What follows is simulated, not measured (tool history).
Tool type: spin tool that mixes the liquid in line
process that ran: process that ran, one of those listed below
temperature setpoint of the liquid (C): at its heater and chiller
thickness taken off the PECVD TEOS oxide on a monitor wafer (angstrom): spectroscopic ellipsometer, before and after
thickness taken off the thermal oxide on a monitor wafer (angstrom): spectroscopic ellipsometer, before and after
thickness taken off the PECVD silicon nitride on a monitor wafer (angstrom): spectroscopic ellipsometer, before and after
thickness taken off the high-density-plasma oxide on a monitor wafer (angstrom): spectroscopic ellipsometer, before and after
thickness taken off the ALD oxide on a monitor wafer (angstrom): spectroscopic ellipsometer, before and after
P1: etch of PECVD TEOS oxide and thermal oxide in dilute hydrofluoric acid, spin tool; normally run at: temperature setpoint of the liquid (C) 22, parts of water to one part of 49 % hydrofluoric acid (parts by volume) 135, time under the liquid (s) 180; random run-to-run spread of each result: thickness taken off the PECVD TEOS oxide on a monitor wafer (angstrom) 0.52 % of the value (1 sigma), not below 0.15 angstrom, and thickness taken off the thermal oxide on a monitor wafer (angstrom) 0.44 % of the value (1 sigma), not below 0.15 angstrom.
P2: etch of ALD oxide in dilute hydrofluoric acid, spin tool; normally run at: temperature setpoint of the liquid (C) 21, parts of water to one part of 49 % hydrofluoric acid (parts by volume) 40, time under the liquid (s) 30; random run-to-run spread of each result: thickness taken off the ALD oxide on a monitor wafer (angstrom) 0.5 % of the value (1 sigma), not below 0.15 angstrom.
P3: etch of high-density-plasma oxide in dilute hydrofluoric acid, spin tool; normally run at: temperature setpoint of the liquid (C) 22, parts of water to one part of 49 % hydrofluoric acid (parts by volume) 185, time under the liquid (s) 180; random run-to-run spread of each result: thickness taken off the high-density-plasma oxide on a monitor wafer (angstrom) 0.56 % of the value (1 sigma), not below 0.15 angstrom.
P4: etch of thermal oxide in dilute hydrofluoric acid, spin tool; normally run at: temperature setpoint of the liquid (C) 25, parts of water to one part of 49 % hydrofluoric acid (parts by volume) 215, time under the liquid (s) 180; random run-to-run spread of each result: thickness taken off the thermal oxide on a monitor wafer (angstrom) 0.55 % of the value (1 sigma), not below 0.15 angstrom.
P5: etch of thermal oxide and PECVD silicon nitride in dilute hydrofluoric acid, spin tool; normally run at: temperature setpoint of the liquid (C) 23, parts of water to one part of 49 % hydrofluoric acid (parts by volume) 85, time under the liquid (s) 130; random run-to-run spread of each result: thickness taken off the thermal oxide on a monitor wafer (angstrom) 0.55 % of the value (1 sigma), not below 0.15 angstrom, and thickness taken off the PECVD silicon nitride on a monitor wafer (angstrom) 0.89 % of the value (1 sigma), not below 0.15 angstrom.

| run | day | process that ran | temperature setpoint of the liquid (C) | parts of water to one part of 49 % hydrofluoric acid (parts by volume) | time under the liquid (s) | hours since the thermometer was replaced | hours since the hydrofluoric acid flow meter was replaced | thickness taken off the PECVD TEOS oxide on a monitor wafer (angstrom) | thickness taken off the thermal oxide on a monitor wafer (angstrom) | thickness taken off the PECVD silicon nitride on a monitor wafer (angstrom) | thickness taken off the high-density-plasma oxide on a monitor wafer (angstrom) | thickness taken off the ALD oxide on a monitor wafer (angstrom) |
|---|---|---|---|---|---|---|---|---|---|---|---|---|
| 1 | 0.162 | P1 | 22 | 135 | 180 | 772.3 | 229.1 | 150.45 | 58.82 |  |  |  |
| 2 | 0.375 | P5 | 23 | 150 | 130 | 777.4 | 234.2 |  | 35.314 | 14.508 |  |  |
| 3 | 0.575 | P3 | 22 | 120 | 180 | 782.2 | 239 |  |  |  | 89.069 |  |
| 4 | 0.704 | P1 | 22 | 135 | 180 | 785.3 | 242.1 | 149.87 | 58.495 |  |  |  |
| 5 | 0.912 | P3 | 22 | 185 | 25 | 790.3 | 247.1 |  |  |  | 7.57 |  |
| 6 | 1.146 | P1 | 22 | 35 | 340 | 795.9 | 252.7 | 1236.2 | 483.67 |  |  |  |
| 7 | 1.271 | P1 | 26.5 | 80 | 180 | 798.9 | 255.7 | 323.81 | 127.3 |  |  |  |
| 8 | 1.412 | P2 | 21 | 70 | 30 | 802.3 | 259.1 |  |  |  |  | 70.977 |
| 9 | 1.612 | P5 | 23 | 85 | 130 | 807.1 | 263.9 |  | 66.795 | 25.3 |  |  |
| 10 | 1.804 | P1 | 22 | 35 | 265 | 811.7 | 268.5 | 963.07 | 376.12 |  |  |  |
| 11 | 1.971 | P1 | 22 | 135 | 270 | 815.7 | 272.5 | 223.4 | 88.541 |  |  |  |
| 12 | 2.112 | P2 | 28 | 40 | 30 | 819.1 | 275.9 |  |  |  |  | 168.61 |
| 13 | 2.325 | P1 | 27.5 | 135 | 180 | 824.2 | 281 | 186.37 | 73.204 |  |  |  |
| 14 | 2.558 | P4 | 25 | 215 | 360 | 829.8 | 286.6 |  | 75.609 |  |  |  |
| 15 | 2.792 | P2 | 21 | 40 | 15 | 835.4 | 292.2 |  |  |  |  | 64.094 |
| 16 | 3.042 | P2 | 21 | 40 | 30 | 841.4 | 298.2 |  |  |  |  | 127.16 |
| 17 | 3.204 | P3 | 30 | 185 | 180 | 845.3 | 302.1 |  |  |  | 72.923 |  |
| 18 | 3.325 | P1 | 22 | 135 | 80 | 848.2 | 305 | 66.577 | 25.814 |  |  |  |
| 19 | 3.571 | P1 | 22 | 240 | 180 | 854.1 | 310.9 | 75.809 | 29.424 |  |  |  |
| 20 | 3.721 | P1 | 22 | 135 | 180 | 857.7 | 314.5 | 151.54 | 59.11 |  |  |  |
| 21 | 3.912 | P1 | 22 | 40 | 180 | 862.3 | 319.1 | 567.36 | 221.7 |  |  |  |
| 22 | 4.146 | P5 | 23 | 85 | 215 | 867.9 | 324.7 |  | 110.09 | 41.612 |  |  |
| 23 | 4.283 | P1 | 17 | 135 | 180 | 871.2 | 328 | 123.13 | 48.209 |  |  |  |
| 24 | 4.496 | P1 | 22 | 135 | 180 | 876.3 | 333.1 | 150.59 | 59.582 |  |  |  |
| 25 | 4.742 | P4 | 25 | 45 | 180 | 882.2 | 339 |  | 222.25 |  |  |  |
| 26 | 4.912 | P4 | 25 | 215 | 180 | 886.3 | 343.1 |  | 38.154 |  |  |  |

Forecast run 27:
| 27 | 5.129 | P3 | 22 | 185 | 180 | 891.5 | 348.3 |  |  |  | ? |  |

{"run 27": {"thickness taken off the high-density-plasma oxide on a monitor wafer (angstrom)": 54.444}}
